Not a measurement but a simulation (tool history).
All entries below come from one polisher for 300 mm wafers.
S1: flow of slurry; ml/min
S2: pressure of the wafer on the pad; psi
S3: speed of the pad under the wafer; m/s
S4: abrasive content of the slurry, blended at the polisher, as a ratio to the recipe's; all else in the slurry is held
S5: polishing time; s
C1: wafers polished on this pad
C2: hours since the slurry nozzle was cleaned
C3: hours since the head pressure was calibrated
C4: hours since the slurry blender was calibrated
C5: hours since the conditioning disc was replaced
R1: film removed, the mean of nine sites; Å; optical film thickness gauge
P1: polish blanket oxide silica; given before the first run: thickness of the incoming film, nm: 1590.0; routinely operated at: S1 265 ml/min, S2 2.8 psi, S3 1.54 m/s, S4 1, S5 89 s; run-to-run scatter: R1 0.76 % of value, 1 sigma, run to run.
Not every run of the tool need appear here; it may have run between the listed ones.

| run | hour | S1 | S2 | S3 | S4 | S5 | C1 | C2 | C3 | C4 | C5 | R1 |
|---|---|---|---|---|---|---|---|---|---|---|---|---|
| 1 | 5.5 | 265 | 2.8 | 1.54 | 1 | 89 | 637 | 321.7 | 150.3 | 106.8 | 72.4 | 2708.5 |
| 2 | 11.2 | 265 | 2.8 | 1.54 | 1 | 57 | 690 | 327.4 | 156 | 112.5 | 78.1 | 1719.6 |
| 3 | 20.1 | 265 | 2.8 | 1.54 | 1 | 89 | 774 | 336.3 | 164.9 | 121.4 | 87 | 2721.1 |
| 4 | 28.3 | 265 | 1.9 | 1.54 | 1 | 89 | 851 | 344.5 | 173.1 | 129.6 | 95.2 | 1842.1 |
| 5 | 34.9 | 265 | 2.8 | 0.72 | 1.4 | 89 | 913 | 351.1 | 179.7 | 136.2 | 101.8 | 1700.6 |
|  | 45.1 | slurry blender recalibrated |
| 6 | 47.2 | 185 | 2.8 | 1.54 | 1 | 89 | 1028 | 363.4 | 192 | 2.2 | 114.1 | 2625.1 |
| 7 | 59 | 265 | 2.8 | 0.74 | 1 | 89 | 1138 | 375.2 | 203.8 | 14 | 125.9 | 1533.9 |
| 8 | 68 | 380 | 2.8 | 1.9 | 1 | 89 | 1223 | 384.2 | 212.8 | 23 | 134.9 | 3259.4 |
| 9 | 75.2 | 265 | 2.8 | 1.54 | 1 | 89 | 1290 | 391.4 | 220 | 30.2 | 142.1 | 2708.7 |
| 10 | 85.5 | 265 | 2.8 | 1.54 | 0.5 | 89 | 1387 | 401.7 | 230.3 | 40.5 | 152.4 | 1892.1 |
| 11 | 97.3 | 265 | 2.8 | 1.54 | 1 | 89 | 1498 | 413.5 | 242.1 | 52.3 | 164.2 | 2717.7 |
| 12 | 109.2 | 265 | 2.8 | 1.54 | 1.2 | 89 | 1609 | 425.4 | 254 | 64.2 | 176.1 | 2932.7 |
| 13 | 116.7 | 265 | 2.8 | 1.54 | 1 | 132 | 1680 | 432.9 | 261.5 | 71.7 | 183.6 | 4020.1 |
| 14 | 125.3 | 265 | 2.8 | 2.4 | 1 | 89 | 1760 | 441.5 | 270.1 | 80.3 | 192.2 | 3874.7 |
| 15 | 133.7 | 265 | 2.8 | 1.54 | 1 | 89 | 1839 | 449.9 | 278.5 | 88.7 | 200.6 | 2755.3 |
| 16 | 139.4 | 265 | 4.5 | 1.54 | 1 | 89 | 1892 | 455.6 | 284.2 | 94.4 | 206.3 | 4326.7 |
| 17 | 145.4 | 265 | 2.8 | 1.54 | 1 | 89 | 1949 | 461.6 | 290.2 | 100.4 | 212.3 | 2748.4 |
| 18 | 152.5 | 350 | 2.8 | 1.54 | 1 | 89 | 2015 | 468.7 | 297.3 | 107.5 | 219.4 | 2772.7 |
| 19 | 164.7 | 265 | 2.8 | 1.54 | 1 | 89 | 2130 | 480.9 | 309.5 | 119.7 | 231.6 | 2743.2 |
| 20 | 170.6 | 265 | 2.8 | 1.54 | 1 | 89 | 2185 | 486.8 | 315.4 | 125.6 | 237.5 | 2661.2 |
| 21 | 179.7 | 265 | 2.8 | 1.54 | 1 | 89 | 2270 | 495.9 | 324.5 | 134.7 | 246.6 | 2555.3 |
| 22 | 189.9 | 265 | 2.8 | 1.54 | 1 | 89 | 2366 | 506.1 | 334.7 | 144.9 | 256.8 | 2499.3 |
|  | 200.6 | conditioning disc replaced and pad reconditioned |
| 23 | 201.3 | 265 | 2.8 | 1.54 | 1 | 89 | 2473 | 517.5 | 346.1 | 156.3 | 0.7 | 2456.2 |
|  | 205.6 | slurry nozzle cleaned |
| 24 | 207.8 | 265 | 2.8 | 1.54 | 1 | 89 | 2534 | 2.2 | 352.6 | 162.8 | 7.2 | 2432.5 |
| 25 | 215.7 | 265 | 2.8 | 1.54 | 1 | 89 | 2608 | 10.1 | 360.5 | 170.7 | 15.1 | 2417.2 |
| 26 | 224.2 | 265 | 2.8 | 1.54 | 1 | 89 | 2688 | 18.6 | 369 | 179.2 | 23.6 | 2405.6 |
|  | 228.8 | head pressure recalibrated |
| 27 | 233.1 | 265 | 2.8 | 1.54 | 1 | 89 | 2771 | 27.5 | 4.4 | 188.1 | 32.5 | 2379.5 |
| 28 | 239.6 | 265 | 2.8 | 1.54 | 1 | 89 | 2832 | 34 | 10.9 | 194.6 | 39 | 2390.8 |
| 29 | 249.1 | 265 | 2.8 | 1.54 | 1 | 89 | 2921 | 43.5 | 20.4 | 204.1 | 48.5 | 2402.4 |
| 30 | 255.4 | 265 | 2.8 | 1.54 | 1 | 89 | 2980 | 49.8 | 26.7 | 210.4 | 54.8 | 2374 |

The log shows P1 creeping away from where it was. Any of the 2 causes listed here, at the size stated for it, fits the log just as well as the others:
A: removal rate lost through wear of the pad, % = 12.2
B: abrasive missing from the slurry, % = 23.4
At approximately hour 164.7, the process output began to creep.
Every other cause this tool's parts could produce, and why it does not fit the log:
slurry flow missing at the pad, %: maintenance at hour 205.6, after the shift began, did not return the process to its former output
head's pressure below its setpoint, %: maintenance at hour 228.8, after the shift began, did not return the process to its former output
time polished since the conditioner stopped cutting, s: maintenance at hour 200.6, after the shift began, did not return the process to its former output

Which of the 4 check runs listed below, each an average over 2 wafers with its results shown as question marks, gives clearly different results under the different listed causes?
| check 1 | 261.7 | 265 | 2.8 | 1.54 | 0.55 | 89 |  |  |  |  |  | ? |
| check 2 | 261.7 | 265 | 3.5 | 1.54 | 1 | 89 |  |  |  |  |  | ? |
| check 3 | 261.7 | 265 | 4.2 | 0.78 | 1 | 89 |  |  |  |  |  | ? |
| check 4 | 261.7 | 265 | 2.8 | 1.54 | 1 | 68 |  |  |  |  |  | ? |

How each check would come out, cause by cause:
| check | result | if A | if B |
|---|---|---|---|
| check 1 | R1 | 1740.9 | 1674.6 |
| check 2 | R1 | 2985.4 | 2985.7 |
| check 3 | R1 | 2079 | 2079.1 |
| check 4 | R1 | 1824.8 | 1825 |
How far apart the two closest causes lie, in the result that separates them most: check 1 3.88 %; check 2 0.01 %; check 3 0.01 %; check 4 0.01 %
Check 1 is the one run that separates the causes; every other check would come out nearly the same whichever cause is at work.

After running check 1, the following was obtained: R1 1669.4 Å. Which cause does this point to?

It is B: abrasive missing from the slurry, %.

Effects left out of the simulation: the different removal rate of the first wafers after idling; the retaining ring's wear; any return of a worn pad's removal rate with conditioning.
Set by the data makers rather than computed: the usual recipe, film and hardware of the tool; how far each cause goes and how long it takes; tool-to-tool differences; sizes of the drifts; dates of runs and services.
